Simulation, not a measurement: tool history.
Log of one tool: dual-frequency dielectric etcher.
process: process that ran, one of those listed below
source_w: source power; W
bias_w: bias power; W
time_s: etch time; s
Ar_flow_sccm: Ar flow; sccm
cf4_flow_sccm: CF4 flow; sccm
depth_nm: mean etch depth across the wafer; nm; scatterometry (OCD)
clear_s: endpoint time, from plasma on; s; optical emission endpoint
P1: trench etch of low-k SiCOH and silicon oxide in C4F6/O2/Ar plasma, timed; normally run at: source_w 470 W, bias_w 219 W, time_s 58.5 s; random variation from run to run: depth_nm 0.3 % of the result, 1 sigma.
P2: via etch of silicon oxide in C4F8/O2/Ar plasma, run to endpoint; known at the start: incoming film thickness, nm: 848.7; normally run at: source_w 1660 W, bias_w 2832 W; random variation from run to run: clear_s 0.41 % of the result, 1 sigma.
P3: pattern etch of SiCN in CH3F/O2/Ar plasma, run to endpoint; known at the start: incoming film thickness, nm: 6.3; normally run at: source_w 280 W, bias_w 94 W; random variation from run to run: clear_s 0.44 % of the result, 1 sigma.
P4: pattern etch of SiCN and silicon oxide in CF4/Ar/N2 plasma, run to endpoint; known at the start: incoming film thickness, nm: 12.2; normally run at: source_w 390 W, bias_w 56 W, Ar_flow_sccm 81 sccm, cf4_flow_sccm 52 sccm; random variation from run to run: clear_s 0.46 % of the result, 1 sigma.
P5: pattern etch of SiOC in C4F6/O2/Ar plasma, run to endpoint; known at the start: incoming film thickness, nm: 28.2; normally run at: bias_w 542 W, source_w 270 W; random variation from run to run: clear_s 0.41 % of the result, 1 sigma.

run    day  process  source_w  bias_w  time_s  Ar_flow_sccm  cf4_flow_sccm  hours since the last wet clean  hours since the last source power generator calibration  hours since the last bias power generator calibration  depth_nm  clear_s
  1  0.158       P1       470     219    58.5                                                        217.5                                                   1403.5                                                 2958.6    213.77
  2  0.354       P1       580     219    58.5                                                        222.2                                                   1408.2                                                 2963.3    232.39
  3  0.567       P5       370     542                                                                227.3                                                   1413.3                                                 2968.4              9.376
  4  0.662       P4       500      56                    81             52                           229.6                                                   1415.6                                                 2970.7             14.086
  5  0.825       P2      1660    2832                                                                233.5                                                   1419.5                                                 2974.6            151.880
  6  1.008       P1       280     219    58.5                                                        237.9                                                   1423.9                                                 2979.0    175.04
  7  1.154       P3       330      94                                                                241.4                                                   1427.4                                                 2982.5             16.891
  8  1.300       P4       390      56                    64             52                           244.9                                                   1430.9                                                 2986.0             16.902
  9  1.438       P1       470     219    34.0                                                        248.2                                                   1434.2                                                 2989.3    124.63
 10  1.542       P4       390      77                    81             52                           250.7                                                   1436.7                                                 2991.8             15.733
 11  1.662       P1       470     176    58.5                                                        253.6                                                   1439.6                                                 2994.7    199.76
 12  1.792       P1       470     219    58.5                                                        256.7                                                   1442.7                                                 2997.8    214.09
 13  1.962       P3       280     122                                                                260.8                                                   1446.8                                                 3001.9             16.224
 14  2.129       P5       270     417                                                                264.8                                                   1450.8                                                 3005.9             11.633
 15  2.296       P2      2100    2832                                                                268.8                                                   1454.8                                                 3009.9            138.900
 16  2.458       P4       390      56                    81             52                           272.7                                                   1458.7                                                 3013.8             17.465
 17  2.642       P1       470     150    83.5                                                        277.1                                                   1463.1                                                 3018.2    270.82
 18  2.796       P1       470     219    74.0                                                        280.8                                                   1466.8                                                 3021.9    272.58
 19  2.925       P1       470     276    58.5                                                        283.9                                                   1469.9                                                 3025.0    231.05
 20  3.075       P1       470     219    58.5                                                        287.5                                                   1473.5                                                 3028.6    213.38
 21  3.192       P1       470     219    58.5                                                        290.3                                                   1476.3                                                 3031.4    214.12

Run 22 comes next. What will it give?
 22  3.358       P4       390      56                    81             34                           294.3                                                   1480.3                                                 3035.4                  ?

clear_s: 18.804 s
